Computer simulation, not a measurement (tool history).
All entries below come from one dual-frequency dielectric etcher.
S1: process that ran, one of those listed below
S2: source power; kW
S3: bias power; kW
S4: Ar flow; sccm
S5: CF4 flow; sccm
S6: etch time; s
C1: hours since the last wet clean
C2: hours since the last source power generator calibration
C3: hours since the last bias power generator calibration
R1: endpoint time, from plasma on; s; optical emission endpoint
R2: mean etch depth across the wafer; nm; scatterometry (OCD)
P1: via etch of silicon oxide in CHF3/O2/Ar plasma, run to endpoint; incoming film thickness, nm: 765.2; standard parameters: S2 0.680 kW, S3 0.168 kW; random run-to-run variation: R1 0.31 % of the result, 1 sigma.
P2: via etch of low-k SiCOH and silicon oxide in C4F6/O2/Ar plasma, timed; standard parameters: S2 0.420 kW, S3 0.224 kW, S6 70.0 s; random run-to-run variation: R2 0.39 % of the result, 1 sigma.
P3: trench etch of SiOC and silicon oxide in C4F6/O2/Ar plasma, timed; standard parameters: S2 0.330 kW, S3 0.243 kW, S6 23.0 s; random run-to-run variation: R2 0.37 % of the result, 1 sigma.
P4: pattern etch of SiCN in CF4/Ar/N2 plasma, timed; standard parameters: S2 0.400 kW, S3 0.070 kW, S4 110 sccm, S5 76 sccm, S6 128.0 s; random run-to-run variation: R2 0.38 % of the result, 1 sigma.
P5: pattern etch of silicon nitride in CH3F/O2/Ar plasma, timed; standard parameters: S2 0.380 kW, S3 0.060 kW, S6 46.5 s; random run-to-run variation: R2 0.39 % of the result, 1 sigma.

run   hour  S1     S2     S3   S4   S5     S6     C1      C2      C3      R1       R2
  1    6.5  P1  0.680  0.168                   177.2  1583.6  1555.1  375.35
  2   12.1  P4  0.540  0.070  110   76  128.0  182.8  1589.2  1560.7          127.560
  3   18.7  P4  0.400  0.070   78   76  128.0  189.4  1595.8  1567.3          101.970
  4   26.8  P3  0.330  0.156             23.0  197.5  1603.9  1575.4           39.469
  5   33.9  P1  0.680  0.219                   204.6  1611.0  1582.5  342.14
      35.6  -- source power generator calibrated
  6   40.1  P3  0.450  0.243             23.0  210.8     4.5  1588.7           51.257
  7   45.3  P5  0.380  0.080             46.5  216.0     9.7  1593.9           32.875
  8   53.1  P2  0.530  0.224             70.0  223.8    17.5  1601.7          211.580
  9   59.1  P5  0.380  0.060             46.5  229.8    23.5  1607.7           29.663
 10   66.6  P1  0.680  0.168                   237.3    31.0  1615.2  372.96
      70.0  -- bias power generator calibrated
 11   72.0  P4  0.400  0.070  110  105  128.0  242.7    36.4     2.0          102.370
 12   78.5  P1  0.500  0.168                   249.2    42.9     8.5  421.25
 13   83.8  P2  0.420  0.169             70.0  254.5    48.2    13.8          176.550
 14   91.3  P1  0.810  0.141                   262.0    55.7    21.3  369.72
 15   98.1  P1  0.930  0.168                   268.8    62.5    28.1  333.07
 16  105.7  P3  0.330  0.243             34.5  276.4    70.1    35.7           68.501
 17  110.3  P4  0.400  0.070  110   76  182.5  281.0    74.7    40.3          139.190
 18  118.6  P1  0.680  0.168                   289.3    83.0    48.6  374.66
 19  122.3  P5  0.380  0.060             69.0  293.0    86.7    52.3           44.056
 20  126.2  P4  0.400  0.070  110   76  128.0  296.9    90.6    56.2           97.987
 21  134.6  P5  0.530  0.060             46.5  305.3    99.0    64.6           33.605
 22  140.7  P2  0.420  0.224             50.0  311.4   105.1    70.7          138.530
 23  147.5  P5  0.380  0.060             46.5  318.2   111.9    77.5           29.717
 24  155.7  P1  0.680  0.129                   326.4   120.1    85.7  407.19
 25  162.6  P1  0.680  0.168                   333.3   127.0    92.6  373.78
 26  166.7  P3  0.330  0.243             23.0  337.4   131.1    96.7           45.298
 27  173.5  P4  0.400  0.085  110   76  128.0  344.2   137.9   103.5          104.630
 28  181.8  P1  0.680  0.168                   352.5   146.2   111.8  371.52
 29  187.5  P1  0.680  0.168                   358.2   151.9   117.5  372.83
 30  194.2  P2  0.420  0.224             70.0  364.9   158.6   124.2          195.310
 31  199.6  P1  0.680  0.168                   370.3   164.0   129.6  375.52
 32  204.8  P1  0.680  0.168                   375.5   169.2   134.8  373.70
 33  212.1  P1  0.680  0.168                   382.8   176.5   142.1  376.32
 34  217.5  P1  0.680  0.168                   388.2   181.9   147.5  378.09
 35  225.6  P1  0.680  0.168                   396.3   190.0   155.6  377.11
 36  232.1  P1  0.680  0.168                   402.8   196.5   162.1  379.77
 37  236.8  P1  0.680  0.168                   407.5   201.2   166.8  380.75
     239.6  -- wet clean of the chamber
 38  240.7  P1  0.680  0.168                     1.2   205.1   170.7  378.27
 39  245.5  P1  0.680  0.168                     6.0   209.9   175.5  377.78
 40  250.4  P1  0.680  0.168                    10.9   214.8   180.4  379.73
 41  256.4  P1  0.680  0.168                    16.9   220.8   186.4  380.53
 42  263.9  P1  0.680  0.168                    24.4   228.3   193.9  379.09

P1 no longer gives what it gave before; its output has crept away from where it was. The following 2 causes, each at its listed size, fit the log equally well:
A: bias power that arrives under what is set, % = 4.7
B: source power that arrives under what is set, % = 4.01
The gradual shift began around hour 204.8.
Excluded causes, each with its reason:
chamber walls in a state that lowers the etch rate, %: was serviced at hour 239.6, once the creep was under way, yet the earlier output never came back

Of the 4 check runs below, each run on 2 wafers with the results averaged and each result still a question mark, which one would tell the listed causes apart?
check 1  271.4  P4  0.400  0.070  110  102  128.0                   ?
check 2  271.4  P2  0.420  0.183             70.0                   ?
check 3  271.4  P3  0.450  0.175             23.0                   ?
check 4  271.4  P5  0.380  0.073             46.5                   ?

Predicted outcomes, by check and by cause:
  check  result     if A     if B
check 1      R2  100.230   98.234
check 2      R2  178.930  178.780
check 3      R2   45.548   45.499
check 4      R2   31.143   31.176
Distance between the nearest two causes, measured in the result of the check that separates them most: check 1 2.01 %; check 2 0.08 %; check 3 0.11 %; check 4 0.1 %
Check 1 is the one run that separates the causes; every other check would come out nearly the same whichever cause is at work.

Then check 1 was run and gave: R2 98.166 nm. Which cause is it?

B is the cause: source power that arrives under what is set, %.

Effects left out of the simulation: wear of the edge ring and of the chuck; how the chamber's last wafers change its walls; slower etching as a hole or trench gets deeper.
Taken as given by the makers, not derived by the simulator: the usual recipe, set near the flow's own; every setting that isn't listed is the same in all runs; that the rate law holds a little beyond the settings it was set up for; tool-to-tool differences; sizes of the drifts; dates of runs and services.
